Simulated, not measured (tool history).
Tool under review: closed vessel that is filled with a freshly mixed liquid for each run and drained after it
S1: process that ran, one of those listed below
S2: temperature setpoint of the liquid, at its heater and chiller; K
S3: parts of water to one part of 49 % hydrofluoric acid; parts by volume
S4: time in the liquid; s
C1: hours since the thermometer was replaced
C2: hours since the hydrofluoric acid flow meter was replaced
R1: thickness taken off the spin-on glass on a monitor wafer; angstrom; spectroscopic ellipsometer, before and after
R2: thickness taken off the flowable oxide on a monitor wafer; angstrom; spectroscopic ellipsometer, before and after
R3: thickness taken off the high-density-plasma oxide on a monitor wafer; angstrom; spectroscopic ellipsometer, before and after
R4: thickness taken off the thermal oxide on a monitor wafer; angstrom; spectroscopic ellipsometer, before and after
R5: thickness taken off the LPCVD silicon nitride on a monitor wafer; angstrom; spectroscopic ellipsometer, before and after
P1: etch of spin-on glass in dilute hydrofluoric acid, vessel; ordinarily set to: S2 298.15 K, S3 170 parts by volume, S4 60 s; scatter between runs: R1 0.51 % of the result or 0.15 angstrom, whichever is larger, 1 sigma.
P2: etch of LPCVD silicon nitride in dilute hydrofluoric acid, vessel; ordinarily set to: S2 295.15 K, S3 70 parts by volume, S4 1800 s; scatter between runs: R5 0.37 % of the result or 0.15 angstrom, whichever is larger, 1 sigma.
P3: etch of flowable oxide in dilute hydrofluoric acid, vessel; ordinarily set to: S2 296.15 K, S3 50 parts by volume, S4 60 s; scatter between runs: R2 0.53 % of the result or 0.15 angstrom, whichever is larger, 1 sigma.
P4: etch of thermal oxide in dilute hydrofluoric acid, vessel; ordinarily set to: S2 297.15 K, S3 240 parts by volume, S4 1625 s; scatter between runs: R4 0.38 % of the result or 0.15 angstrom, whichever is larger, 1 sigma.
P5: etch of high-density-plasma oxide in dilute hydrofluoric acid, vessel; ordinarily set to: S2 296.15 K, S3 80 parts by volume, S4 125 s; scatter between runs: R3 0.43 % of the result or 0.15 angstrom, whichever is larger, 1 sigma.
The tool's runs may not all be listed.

run   hour  S1      S2   S3    S4      C1     C2       R1      R2       R3       R4       R5
  1   13.2  P1  298.15  170    60  1020.7  201.7  117.210
  2   31.4  P1  298.15  170    30  1038.9  219.9   57.620
  3   40.8  P3  296.15   75    60  1048.3  229.3           218.47
  4   53.7  P5  296.15  135   125  1061.2  242.2                    44.040
  5   65.6  P1  298.15  170    60  1073.1  254.1  115.840
  6   78.0  P1  298.15  170   100  1085.5  266.5  194.610
  7   89.9  P3  304.65   50    60  1097.4  278.4           477.47
  8  101.9  P4  297.15  240  3245  1109.4  290.4                             556.51
  9  119.5  P4  297.15   40  1625  1127.0  308.0                            2123.00
 10  128.3  P5  296.15   80   125  1135.8  316.8                    78.504
 11  147.0  P5  301.65   80   125  1154.5  335.5                    97.820
 12  163.2  P1  290.15  170    60  1170.7  351.7   84.691
 13  179.9  P4  292.65  240  1625  1187.4  368.4                             235.14
 14  197.2  P2  295.15  115  1800  1204.7  385.7                                      74.426
 15  211.5  P3  296.15   50   100  1219.0  400.0           561.24
 16  229.8  P2  295.15   70  3590  1237.3  418.3                                     241.500
 17  240.4  P1  298.15  290    60  1247.9  428.9   60.171
 18  254.7  P3  296.15   50    60  1262.2  443.2           340.09
 19  265.8  P1  298.15   35    60  1273.3  454.3  669.860
 20  278.0  P1  298.15  170    60  1285.5  466.5  115.490
 21  293.6  P1  294.15  170    30  1301.1  482.1   49.689
 22  308.1  P1  298.15  170    60  1315.6  496.6  115.200
 23  324.2  P5  296.15   80   125  1331.7  512.7                    78.688
 24  340.9  P1  305.65  170    60  1348.4  529.4  152.820
 25  360.1  P5  296.15   80   195  1367.6  548.6                   123.630
 26  369.2  P4  297.15  240  1625  1376.7  557.7                             280.26
 27  384.1  P2  290.15   70  1800  1391.6  572.6                                      85.587
 28  395.1  P2  295.15   70  1800  1402.6  583.6                                     121.180
 29  403.7  P3  296.15   50    60  1411.2  592.2           338.46
 30  413.3  P1  298.15  170    60  1420.8  601.8  115.310
 31  430.9  P1  298.15  170    60  1438.4  619.4  120.070
 32  442.0  P1  298.15  170    60  1449.5  630.5  122.340
 33  458.6  P1  298.15  170    60  1466.1  647.1  123.060
 34  477.1  P1  298.15  170    60  1484.6  665.6  124.810
 35  489.6  P1  298.15  170    60  1497.1  678.1  125.170
 36  508.3  P1  298.15  170    60  1515.8  696.8  125.020
 37  517.1  P1  298.15  170    60  1524.6  705.6  125.160
 38  525.9  P1  298.15  170    60  1533.4  714.4  126.510
 39  539.4  P1  298.15  170    60  1546.9  727.9  126.620

The output of P1 has drifted from where it used to be. Each of the 2 causes below, taken at the size shown beside it, accounts for the log equally well:
A: liquid hotter than its thermometer reads (K) = 2.3
B: hydrofluoric acid flow above the setpoint (%) = 7.39
The process output started creeping at around hour 413.3.

Listed below are the offered check runs, one wafer per run, with question marks in place of results. For which of them would the causes give clearly different outcomes?
check 1  552.9  P2  290.15   70  3320                           ?
check 2  552.9  P3  304.15   50    95               ?
check 3  552.9  P4  293.15  240  3170                       ?
check 4  552.9  P5  301.65  130   125                   ?

Check results expected under each cause:
  check  result     if A     if B
check 1      R5  185.470  169.240
check 2      R2   808.40   798.76
check 3      R4   511.74   512.44
check 4      R3   61.345   61.267
Per-check spread between the two closest causes, in the result where they differ most: check 1 9.16 %; check 2 1.2 %; check 3 0.14 %; check 4 0.13 %
Check 1 tells the causes apart: in the others they would give nearly the same result.

With check 1 done, the readings were: R5 169.190 angstrom. Identify which of the listed causes applies.

It was cause B: hydrofluoric acid flow above the setpoint (%).

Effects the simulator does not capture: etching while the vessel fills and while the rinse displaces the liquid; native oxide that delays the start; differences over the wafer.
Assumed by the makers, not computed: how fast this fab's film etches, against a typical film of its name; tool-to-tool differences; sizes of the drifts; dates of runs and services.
